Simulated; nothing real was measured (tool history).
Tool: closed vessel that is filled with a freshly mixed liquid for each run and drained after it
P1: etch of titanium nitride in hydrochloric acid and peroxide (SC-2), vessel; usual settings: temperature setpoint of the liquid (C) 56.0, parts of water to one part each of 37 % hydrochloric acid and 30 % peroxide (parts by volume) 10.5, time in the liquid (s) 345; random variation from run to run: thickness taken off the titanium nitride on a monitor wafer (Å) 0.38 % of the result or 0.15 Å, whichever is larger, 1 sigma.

| run | hour | temperature setpoint of the liquid (C) | parts of water to one part each of 37 % hydrochloric acid and 30 % peroxide (parts by volume) | time in the liquid (s) | hours since the thermometer was replaced | hours since the chemicals flow meter was replaced | hours since the drum of peroxide was connected | thickness taken off the titanium nitride on a monitor wafer (Å) |
|---|---|---|---|---|---|---|---|---|
| 1 | 9.3 | 56.0 | 10.5 | 345 | 1096.0 | 761.8 | 210.0 | 224.770 |
| 2 | 20.6 | 56.0 | 10.5 | 345 | 1107.3 | 773.1 | 221.3 | 226.220 |
| 3 | 30.7 | 56.0 | 15.0 | 195 | 1117.4 | 783.2 | 231.4 | 92.718 |
| 4 | 39.9 | 49.0 | 4.0 | 345 | 1126.6 | 792.4 | 240.6 | 294.970 |
| 5 | 50.4 | 56.0 | 16.0 | 345 | 1137.1 | 802.9 | 251.1 | 156.580 |
| 6 | 62.5 | 56.0 | 4.0 | 345 | 1149.2 | 815.0 | 263.2 | 468.170 |
| 7 | 73.3 | 56.0 | 10.5 | 640 | 1160.0 | 825.8 | 274.0 | 415.820 |
| 8 | 79.4 | 56.0 | 10.5 | 345 | 1166.1 | 831.9 | 280.1 | 224.310 |
| 9 | 85.9 | 56.0 | 10.5 | 345 | 1172.6 | 838.4 | 286.6 | 226.070 |
|  | 94.3 | chemicals flow meter replaced |
| 10 | 97.3 | 72.0 | 10.5 | 345 | 1184.0 | 3.1 | 298.0 | 599.970 |
| 11 | 106.7 | 56.0 | 10.5 | 100 | 1193.4 | 12.5 | 307.4 | 64.659 |
| 12 | 117.6 | 41.0 | 10.5 | 345 | 1204.3 | 23.4 | 318.3 | 81.795 |
| 13 | 129.1 | 56.0 | 10.5 | 345 | 1215.8 | 34.9 | 329.8 | 225.940 |
| 14 | 138.9 | 40.5 | 14.5 | 345 | 1225.6 | 44.7 | 339.6 | 60.115 |
| 15 | 144.4 | 56.0 | 10.5 | 345 | 1231.1 | 50.2 | 345.1 | 224.710 |
| 16 | 150.2 | 56.0 | 10.5 | 345 | 1236.9 | 56.0 | 350.9 | 224.650 |
| 17 | 159.9 | 56.0 | 10.5 | 345 | 1246.6 | 65.7 | 360.6 | 233.050 |
| 18 | 170.4 | 56.0 | 10.5 | 345 | 1257.1 | 76.2 | 371.1 | 238.320 |
| 19 | 180.1 | 56.0 | 10.5 | 345 | 1266.8 | 85.9 | 380.8 | 239.790 |
| 20 | 188.7 | 56.0 | 10.5 | 345 | 1275.4 | 94.5 | 389.4 | 241.370 |
| 21 | 198.6 | 56.0 | 10.5 | 345 | 1285.3 | 104.4 | 399.3 | 244.720 |
| 22 | 207.7 | 56.0 | 10.5 | 345 | 1294.4 | 113.5 | 408.4 | 242.210 |
| 23 | 214.4 | 56.0 | 10.5 | 345 | 1301.1 | 120.2 | 415.1 | 244.600 |
| 24 | 222.2 | 56.0 | 10.5 | 345 | 1308.9 | 128.0 | 422.9 | 244.540 |
| 25 | 231.0 | 56.0 | 10.5 | 345 | 1317.7 | 136.8 | 431.7 | 243.000 |

What P1 gives has crept away from where it was. These 2 causes fit the log equally well, each at the size given:
A: liquid hotter than its thermometer reads (K) = 1.32
B: chemicals flow above the setpoint (%) = 10.6
The creep began at about hour 150.2.
Why every other cause is out:
peroxide weaker than its label (%): at most 8, which would move thickness taken off the titanium nitride on a monitor wafer (Å) by -7.4 %: too little, or the wrong way

4 check runs are offered, each on 2 wafers whose results are averaged, their results left as question marks. Which one tells the causes apart?
| check 1 | 239.8 | 47.0 | 4.0 | 345 |  |  |  | ? |
| check 2 | 239.8 | 69.5 | 10.5 | 345 |  |  |  | ? |
| check 3 | 239.8 | 71.0 | 10.5 | 175 |  |  |  | ? |
| check 4 | 239.8 | 44.5 | 10.5 | 585 |  |  |  | ? |

What each check would give under each cause:
| check | result | if A | if B |
|---|---|---|---|
| check 1 | thickness taken off the titanium nitride on a monitor wafer (Å) | 282.460 | 275.950 |
| check 2 | thickness taken off the titanium nitride on a monitor wafer (Å) | 559.120 | 562.440 |
| check 3 | thickness taken off the titanium nitride on a monitor wafer (Å) | 309.660 | 311.710 |
| check 4 | thickness taken off the titanium nitride on a monitor wafer (Å) | 194.010 | 192.690 |
How far apart the two closest causes lie, in the result that separates them most: check 1 2.33 %; check 2 0.59 %; check 3 0.66 %; check 4 0.68 %
Check 1 tells the causes apart: in the others they would give nearly the same result.

Then check 1 was run and gave: thickness taken off the titanium nitride on a monitor wafer (Å) 275.060. Which cause is it?

It is B: chemicals flow above the setpoint (%).
